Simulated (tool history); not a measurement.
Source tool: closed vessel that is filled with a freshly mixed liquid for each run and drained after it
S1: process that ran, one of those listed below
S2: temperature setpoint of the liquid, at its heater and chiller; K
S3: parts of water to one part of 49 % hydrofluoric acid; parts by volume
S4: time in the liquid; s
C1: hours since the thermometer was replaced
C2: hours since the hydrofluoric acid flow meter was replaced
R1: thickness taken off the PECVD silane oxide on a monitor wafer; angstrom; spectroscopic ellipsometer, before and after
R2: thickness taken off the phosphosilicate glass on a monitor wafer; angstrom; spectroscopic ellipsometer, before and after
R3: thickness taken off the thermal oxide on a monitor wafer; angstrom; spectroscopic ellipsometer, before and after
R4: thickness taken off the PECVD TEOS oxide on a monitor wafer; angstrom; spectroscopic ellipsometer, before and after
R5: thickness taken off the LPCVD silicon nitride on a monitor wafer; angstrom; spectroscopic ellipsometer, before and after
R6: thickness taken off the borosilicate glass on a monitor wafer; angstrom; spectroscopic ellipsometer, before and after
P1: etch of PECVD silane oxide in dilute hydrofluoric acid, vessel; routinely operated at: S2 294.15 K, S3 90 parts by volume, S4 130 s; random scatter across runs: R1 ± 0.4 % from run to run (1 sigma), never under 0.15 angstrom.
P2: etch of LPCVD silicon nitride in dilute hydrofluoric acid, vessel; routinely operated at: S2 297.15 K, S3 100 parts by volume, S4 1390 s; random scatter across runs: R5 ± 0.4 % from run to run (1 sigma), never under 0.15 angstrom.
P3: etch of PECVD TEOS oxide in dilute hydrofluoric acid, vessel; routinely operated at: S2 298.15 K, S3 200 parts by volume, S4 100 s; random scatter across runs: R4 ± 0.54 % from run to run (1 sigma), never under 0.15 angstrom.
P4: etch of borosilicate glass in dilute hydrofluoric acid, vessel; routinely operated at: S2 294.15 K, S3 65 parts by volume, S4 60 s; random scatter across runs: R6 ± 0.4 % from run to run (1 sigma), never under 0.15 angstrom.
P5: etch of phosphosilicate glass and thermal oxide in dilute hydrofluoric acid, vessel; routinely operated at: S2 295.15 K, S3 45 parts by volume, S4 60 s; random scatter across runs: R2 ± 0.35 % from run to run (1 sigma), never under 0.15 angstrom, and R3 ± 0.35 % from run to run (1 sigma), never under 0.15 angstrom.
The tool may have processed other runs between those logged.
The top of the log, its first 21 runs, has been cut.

run   hour  S1      S2   S3    S4     C1     C2      R1      R2      R3      R4       R5      R6
 22  195.0  P1  294.15   90   210  355.2  273.4  420.80
 23  203.6  P4  294.15   65    95  363.8  282.0                                           500.86
 24  209.9  P2  305.15  100  1390  370.1  288.3                                  116.830
 25  219.9  P1  294.15   90   130  380.1  298.3  262.79
 26  231.7  P1  294.15   90   130  391.9  310.1  261.48
 27  244.1  P5  295.15   45    30  404.3  322.5          396.16  31.220
 28  254.3  P3  298.15  200   195  414.5  332.7                          92.266
 29  265.1  P1  294.15   90    30  425.3  343.5   60.74
 30  274.7  P1  290.15   90   130  434.9  353.1  221.01
 31  282.1  P1  294.15   90   130  442.3  360.5  261.49
 32  291.9  P1  294.15   90   130  452.1  370.3  255.17
 33  300.7  P1  294.15   90   130  460.9  379.1  249.14
 34  309.0  P1  294.15   90   130  469.2  387.4  248.70
 35  321.0  P1  294.15   90   130  481.2  399.4  245.54
 36  331.5  P1  294.15   90   130  491.7  409.9  243.04
 37  343.5  P1  294.15   90   130  503.7  421.9  241.43
 38  350.2  P1  294.15   90   130  510.4  428.6  241.65
 39  361.8  P1  294.15   90   130  522.0  440.2  242.44
 40  367.8  P1  294.15   90   130  528.0  446.2  241.04

For run 41, what comes out?
 41  378.2  P1  294.15  90  130  538.4  456.6   ?

R1: 242.78 angstrom

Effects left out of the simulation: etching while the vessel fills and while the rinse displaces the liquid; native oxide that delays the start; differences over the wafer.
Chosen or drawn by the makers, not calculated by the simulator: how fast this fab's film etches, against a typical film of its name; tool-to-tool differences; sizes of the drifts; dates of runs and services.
